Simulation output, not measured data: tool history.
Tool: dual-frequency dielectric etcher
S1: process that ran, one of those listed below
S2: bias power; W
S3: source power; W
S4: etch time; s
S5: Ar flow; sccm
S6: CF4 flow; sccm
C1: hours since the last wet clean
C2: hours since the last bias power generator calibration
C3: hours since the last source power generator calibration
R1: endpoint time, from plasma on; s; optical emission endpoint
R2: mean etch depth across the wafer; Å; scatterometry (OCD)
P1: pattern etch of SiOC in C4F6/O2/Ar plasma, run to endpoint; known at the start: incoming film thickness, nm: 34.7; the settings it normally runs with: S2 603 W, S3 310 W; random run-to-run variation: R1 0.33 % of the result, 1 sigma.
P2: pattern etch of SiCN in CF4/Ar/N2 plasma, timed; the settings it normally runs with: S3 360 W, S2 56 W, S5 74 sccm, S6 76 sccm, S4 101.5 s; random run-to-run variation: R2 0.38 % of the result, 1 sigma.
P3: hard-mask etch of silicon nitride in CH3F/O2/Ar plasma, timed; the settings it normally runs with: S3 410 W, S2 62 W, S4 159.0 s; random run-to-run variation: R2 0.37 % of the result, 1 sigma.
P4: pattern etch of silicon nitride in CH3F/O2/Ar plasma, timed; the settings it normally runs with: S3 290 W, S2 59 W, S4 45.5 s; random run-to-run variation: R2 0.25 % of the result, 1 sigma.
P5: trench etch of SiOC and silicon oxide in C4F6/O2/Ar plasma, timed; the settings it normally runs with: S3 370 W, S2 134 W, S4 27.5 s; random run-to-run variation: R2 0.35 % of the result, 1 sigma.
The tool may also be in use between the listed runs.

run 1 day=0.504 | S1=P1 S2=603 S3=310 | C1=343.0 C2=2117.2 C3=317.6 | R1=11.568
run 2 day=0.908 | S1=P1 S2=826 S3=370 | C1=352.7 C2=2126.9 C3=327.3 | R1=9.637
run 3 day=1.400 | S1=P3 S2=62 S3=570 S4=159.0 | C1=364.5 C2=2138.7 C3=339.1 | R2=1209.90
run 4 day=1.921 | S1=P1 S2=603 S3=440 | C1=377.0 C2=2151.2 C3=351.6 | R1=10.158
run 5 day=2.517 | S1=P5 S2=134 S3=230 S4=27.5 | C1=391.3 C2=2165.5 C3=365.9 | R2=405.69
run 6 day=2.912 | S1=P2 S2=77 S3=360 S4=101.5 S5=74 S6=76 | C1=400.8 C2=2175.0 C3=375.4 | R2=782.28
run 7 day=3.204 | S1=P5 S2=134 S3=370 S4=27.5 | C1=407.8 C2=2182.0 C3=382.4 | R2=492.24
run 8 day=3.633 | S1=P4 S2=59 S3=200 S4=45.5 | C1=418.1 C2=2192.3 C3=392.7 | R2=230.36
run 9 day=4.121 | S1=P4 S2=59 S3=290 S4=45.5 | C1=429.8 C2=2204.0 C3=404.4 | R2=266.76
-- day=4.329 source power generator calibrated
run 10 day=4.479 | S1=P1 S2=603 S3=310 | C1=438.4 C2=2212.6 C3=3.7 | R1=11.558
run 11 day=4.792 | S1=P4 S2=59 S3=290 S4=45.5 | C1=445.9 C2=2220.1 C3=11.2 | R2=265.31
run 12 day=5.204 | S1=P1 S2=603 S3=220 | C1=455.8 C2=2230.0 C3=21.1 | R1=13.128
run 13 day=5.575 | S1=P2 S2=56 S3=360 S4=101.5 S5=74 S6=76 | C1=464.7 C2=2238.9 C3=30.0 | R2=706.11
run 14 day=6.179 | S1=P4 S2=59 S3=290 S4=63.5 | C1=479.2 C2=2253.4 C3=44.5 | R2=371.90
run 15 day=6.554 | S1=P2 S2=56 S3=360 S4=101.5 S5=59 S6=76 | C1=488.2 C2=2262.4 C3=53.5 | R2=728.65
run 16 day=7.158 | S1=P2 S2=56 S3=360 S4=65.5 S5=74 S6=76 | C1=502.7 C2=2276.9 C3=68.0 | R2=457.39
run 17 day=7.704 | S1=P1 S2=603 S3=310 | C1=515.8 C2=2290.0 C3=81.1 | R1=11.602
run 18 day=8.254 | S1=P4 S2=48 S3=290 S4=45.5 | C1=529.0 C2=2303.2 C3=94.3 | R2=247.85
run 19 day=8.729 | S1=P1 S2=603 S3=310 | C1=540.4 C2=2314.6 C3=105.7 | R1=11.568
run 20 day=9.133 | S1=P3 S2=82 S3=410 S4=159.0 | C1=550.1 C2=2324.3 C3=115.4 | R2=1169.40
run 21 day=9.788 | S1=P5 S2=134 S3=370 S4=27.5 | C1=565.8 C2=2340.0 C3=131.1 | R2=492.69
run 22 day=10.167 | S1=P5 S2=134 S3=370 S4=34.0 | C1=574.9 C2=2349.1 C3=140.2 | R2=606.10
run 23 day=10.667 | S1=P3 S2=62 S3=410 S4=159.0 | C1=586.9 C2=2361.1 C3=152.2 | R2=1054.80
run 24 day=11.238 | S1=P3 S2=62 S3=410 S4=223.5 | C1=600.6 C2=2374.8 C3=165.9 | R2=1490.90
run 25 day=11.629 | S1=P1 S2=844 S3=310 | C1=610.0 C2=2384.2 C3=175.3 | R1=10.153
run 26 day=11.971 | S1=P2 S2=56 S3=360 S4=101.5 S5=74 S6=57 | C1=618.2 C2=2392.4 C3=183.5 | R2=672.86
run 27 day=12.575 | S1=P2 S2=56 S3=500 S4=101.5 S5=74 S6=76 | C1=632.7 C2=2406.9 C3=198.0 | R2=946.76
run 28 day=13.083 | S1=P5 S2=91 S3=370 S4=27.5 | C1=644.9 C2=2419.1 C3=210.2 | R2=439.33
run 29 day=13.579 | S1=P1 S2=480 S3=310 | C1=656.8 C2=2431.0 C3=222.1 | R1=12.596
run 30 day=14.046 | S1=P1 S2=603 S3=310 | C1=668.0 C2=2442.2 C3=233.3 | R1=11.538
run 31 day=14.692 | S1=P1 S2=603 S3=310 | C1=683.5 C2=2457.7 C3=248.8 | R1=11.496
run 32 day=15.192 | S1=P1 S2=603 S3=310 | C1=695.5 C2=2469.7 C3=260.8 | R1=11.497
run 33 day=15.671 | S1=P1 S2=603 S3=310 | C1=707.0 C2=2481.2 C3=272.3 | R1=11.446
run 34 day=16.083 | S1=P1 S2=603 S3=310 | C1=716.9 C2=2491.1 C3=282.2 | R1=11.480
-- day=16.183 wet clean of the chamber
run 35 day=16.642 | S1=P1 S2=603 S3=310 | C1=11.1 C2=2504.5 C3=295.6 | R1=11.358
run 36 day=16.938 | S1=P1 S2=603 S3=310 | C1=18.2 C2=2511.6 C3=302.7 | R1=11.372
run 37 day=17.338 | S1=P1 S2=603 S3=310 | C1=27.8 C2=2521.2 C3=312.3 | R1=11.436
run 38 day=17.762 | S1=P1 S2=603 S3=310 | C1=38.0 C2=2531.4 C3=322.5 | R1=11.391
run 39 day=18.242 | S1=P1 S2=603 S3=310 | C1=49.5 C2=2542.9 C3=334.0 | R1=11.310
run 40 day=18.842 | S1=P1 S2=603 S3=310 | C1=63.9 C2=2557.3 C3=348.4 | R1=11.411
run 41 day=19.238 | S1=P1 S2=603 S3=310 | C1=73.4 C2=2566.8 C3=357.9 | R1=11.392

What P1 gives has crept off from where it sat before. The 2 causes that follow fit the log equally well, each at the size noted:
A: source power that arrives over what is set, % = 4.67
B: bias power that arrives over what is set, % = 4.38
The drift started at roughly day 14.046.
All other causes, with the reason each is excluded:
chamber walls in a state that raises the etch rate, %: maintenance at day 16.183, after the shift began, did not return the process to its former output

4 check runs are offered, one wafer each, their results left as question marks. Which one tells the causes apart?
run check 1 day=19.633 | S1=P5 S2=108 S3=300 S4=27.5 | R2=?
run check 2 day=19.633 | S1=P2 S2=56 S3=360 S4=101.5 S5=63 S6=76 | R2=?
run check 3 day=19.633 | S1=P4 S2=59 S3=210 S4=54.0 | R2=?
run check 4 day=19.633 | S1=P3 S2=62 S3=530 S4=159.0 | R2=?

What every check run would give for each of its results, assuming each possible cause in turn:
check=check_1 result=R2 if_A=431.18 if_B=428.66
check=check_2 result=R2 if_A=750.94 if_B=730.64
check=check_3 result=R2 if_A=283.61 if_B=282.92
check=check_4 result=R2 if_A=1188.00 if_B=1183.70
Separation of the two closest causes in each check, using whichever result separates them best: check 1 0.59 %; check 2 2.74 %; check 3 0.25 %; check 4 0.37 %
Check 2 is the one run that separates the causes; every other check would come out nearly the same whichever cause is at work.

After running check 2, the following was obtained: R2 730.54 Å. Which cause does this point to?

The cause is B: bias power that arrives over what is set, %.
